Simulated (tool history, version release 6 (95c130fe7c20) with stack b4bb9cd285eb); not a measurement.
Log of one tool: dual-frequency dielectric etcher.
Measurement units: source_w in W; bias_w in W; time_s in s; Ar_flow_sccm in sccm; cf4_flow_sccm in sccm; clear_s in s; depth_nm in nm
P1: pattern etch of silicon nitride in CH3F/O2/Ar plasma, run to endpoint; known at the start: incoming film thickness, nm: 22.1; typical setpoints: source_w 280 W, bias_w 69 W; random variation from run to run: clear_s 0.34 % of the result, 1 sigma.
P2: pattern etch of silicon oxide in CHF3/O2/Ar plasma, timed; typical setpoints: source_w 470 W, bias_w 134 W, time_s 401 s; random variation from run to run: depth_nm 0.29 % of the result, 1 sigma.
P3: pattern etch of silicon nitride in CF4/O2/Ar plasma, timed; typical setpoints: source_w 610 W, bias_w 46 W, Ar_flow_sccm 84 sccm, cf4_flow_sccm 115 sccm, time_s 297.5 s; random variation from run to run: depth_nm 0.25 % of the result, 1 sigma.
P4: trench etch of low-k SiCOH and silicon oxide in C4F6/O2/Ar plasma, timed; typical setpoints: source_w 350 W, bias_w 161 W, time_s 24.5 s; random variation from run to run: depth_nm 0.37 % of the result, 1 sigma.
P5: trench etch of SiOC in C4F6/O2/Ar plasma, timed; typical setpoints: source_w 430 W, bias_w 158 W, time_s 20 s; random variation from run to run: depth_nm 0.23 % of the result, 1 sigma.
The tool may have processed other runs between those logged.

run 1 hour=8 | process=P1 source_w=280 bias_w=69 | clear_s=36.593
run 2 hour=16.2 | process=P4 source_w=230 bias_w=161 time_s=24.5 | depth_nm=60.523
run 3 hour=22.8 | process=P1 source_w=280 bias_w=91 | clear_s=32.997
run 4 hour=32.9 | process=P2 source_w=470 bias_w=104 time_s=401 | depth_nm=582.54
run 5 hour=43.8 | process=P4 source_w=350 bias_w=161 time_s=36 | depth_nm=104.75
run 6 hour=52.9 | process=P1 source_w=360 bias_w=43 | clear_s=38.878
run 7 hour=61.7 | process=P4 source_w=350 bias_w=161 time_s=24.5 | depth_nm=71.144
run 8 hour=68.4 | process=P1 source_w=340 bias_w=54 | clear_s=36.927
run 9 hour=75.9 | process=P3 source_w=610 bias_w=46 time_s=297.5 Ar_flow_sccm=118 cf4_flow_sccm=115 | depth_nm=669.1
run 10 hour=86.2 | process=P1 source_w=280 bias_w=69 | clear_s=36.715
run 11 hour=95 | process=P1 source_w=280 bias_w=69 | clear_s=36.579
-- hour=97.3 source power generator calibrated
run 12 hour=107.7 | process=P3 source_w=610 bias_w=46 time_s=297.5 Ar_flow_sccm=84 cf4_flow_sccm=115 | depth_nm=700.71
run 13 hour=119.9 | process=P3 source_w=740 bias_w=46 time_s=297.5 Ar_flow_sccm=84 cf4_flow_sccm=115 | depth_nm=821.6
run 14 hour=126.5 | process=P4 source_w=350 bias_w=219 time_s=24.5 | depth_nm=78.507
run 15 hour=133.5 | process=P3 source_w=610 bias_w=46 time_s=186.5 Ar_flow_sccm=84 cf4_flow_sccm=115 | depth_nm=437.45
run 16 hour=141.3 | process=P2 source_w=320 bias_w=134 time_s=401 | depth_nm=543.42
run 17 hour=147.8 | process=P2 source_w=470 bias_w=134 time_s=401 | depth_nm=634.21
run 18 hour=156.4 | process=P1 source_w=280 bias_w=69 | clear_s=36.54
run 19 hour=168.2 | process=P5 source_w=430 bias_w=106 time_s=20 | depth_nm=35.749
run 20 hour=175.7 | process=P1 source_w=280 bias_w=69 | clear_s=36.569
run 21 hour=184.7 | process=P5 source_w=430 bias_w=158 time_s=11 | depth_nm=22.155
run 22 hour=192.8 | process=P3 source_w=610 bias_w=46 time_s=297.5 Ar_flow_sccm=84 cf4_flow_sccm=74 | depth_nm=659.23
-- hour=194.3 bias power generator calibrated
run 23 hour=201.1 | process=P5 source_w=540 bias_w=158 time_s=20 | depth_nm=43.981
run 24 hour=211.6 | process=P3 source_w=610 bias_w=27 time_s=297.5 Ar_flow_sccm=84 cf4_flow_sccm=115 | depth_nm=587.58
run 25 hour=217.3 | process=P1 source_w=360 bias_w=69 | clear_s=33.131
run 26 hour=227.2 | process=P5 source_w=430 bias_w=158 time_s=20 | depth_nm=40.282
run 27 hour=239.2 | process=P4 source_w=350 bias_w=161 time_s=24.5 | depth_nm=71.02
run 28 hour=251.3 | process=P1 source_w=210 bias_w=69 | clear_s=40.74
run 29 hour=262.5 | process=P1 source_w=280 bias_w=69 | clear_s=36.606
run 30 hour=271.9 | process=P1 source_w=280 bias_w=69 | clear_s=36.549
run 31 hour=284.4 | process=P2 source_w=470 bias_w=134 time_s=266 | depth_nm=420.34
run 32 hour=296 | process=P1 source_w=280 bias_w=44 | clear_s=42.555
run 33 hour=304.8 | process=P1 source_w=280 bias_w=69 | clear_s=36.559
run 34 hour=311.3 | process=P1 source_w=280 bias_w=69 | clear_s=36.558
run 35 hour=317.5 | process=P1 source_w=280 bias_w=69 | clear_s=36.955
run 36 hour=329.9 | process=P1 source_w=280 bias_w=69 | clear_s=36.995
-- hour=339.3 wet clean of the chamber
run 37 hour=340.4 | process=P1 source_w=280 bias_w=69 | clear_s=37.227
run 38 hour=351.2 | process=P1 source_w=280 bias_w=69 | clear_s=37.35
run 39 hour=362.9 | process=P1 source_w=280 bias_w=69 | clear_s=37.262
run 40 hour=368.7 | process=P1 source_w=280 bias_w=69 | clear_s=37.134
run 41 hour=377.1 | process=P1 source_w=280 bias_w=69 | clear_s=37.331
run 42 hour=385.8 | process=P1 source_w=280 bias_w=69 | clear_s=37.136
run 43 hour=395.2 | process=P1 source_w=280 bias_w=69 | clear_s=37.126

The output of P1 has drifted from where it used to be. Each of the 2 causes below, taken at the size shown beside it, accounts for the log equally well:
A: bias power that arrives under what is set, % = 4.79
B: source power that arrives under what is set, % = 4.41
The creep began at about hour 304.8.
The rest of the possible causes, and what rules out each one:
chamber walls in a state that lowers the etch rate, %: maintenance at hour 339.3, after the shift began, did not return the process to its former output

Listed below are the offered check runs, one wafer per run, with question marks in place of results. For which of them would the causes give clearly different outcomes?
run check 1 hour=404.6 | process=P2 source_w=470 bias_w=105 time_s=401 | depth_nm=?
run check 2 hour=404.6 | process=P4 source_w=350 bias_w=202 time_s=32.5 | depth_nm=?
run check 3 hour=404.6 | process=P5 source_w=430 bias_w=114 time_s=11 | depth_nm=?
run check 4 hour=404.6 | process=P3 source_w=610 bias_w=27 time_s=297.5 Ar_flow_sccm=84 cf4_flow_sccm=115 | depth_nm=?

Outcome of each check run for each possible cause:
check=check_1 result=depth_nm if_A=577.05 if_B=575.36
check=check_2 result=depth_nm if_A=100.01 if_B=99.866
check=check_3 result=depth_nm if_A=19.806 if_B=19.72
check=check_4 result=depth_nm if_A=579.12 if_B=564.36
Per check, the gap between the least separated pair of causes, taken in the result that splits them most: check 1 0.29 %; check 2 0.14 %; check 3 0.44 %; check 4 2.58 %
Only check 4 tells the causes apart: in the others they would give nearly the same result.

After running check 4, the following was obtained: depth_nm 577.63 nm. Which cause does this point to?

Of the candidate causes, it is A: bias power that arrives under what is set, %.
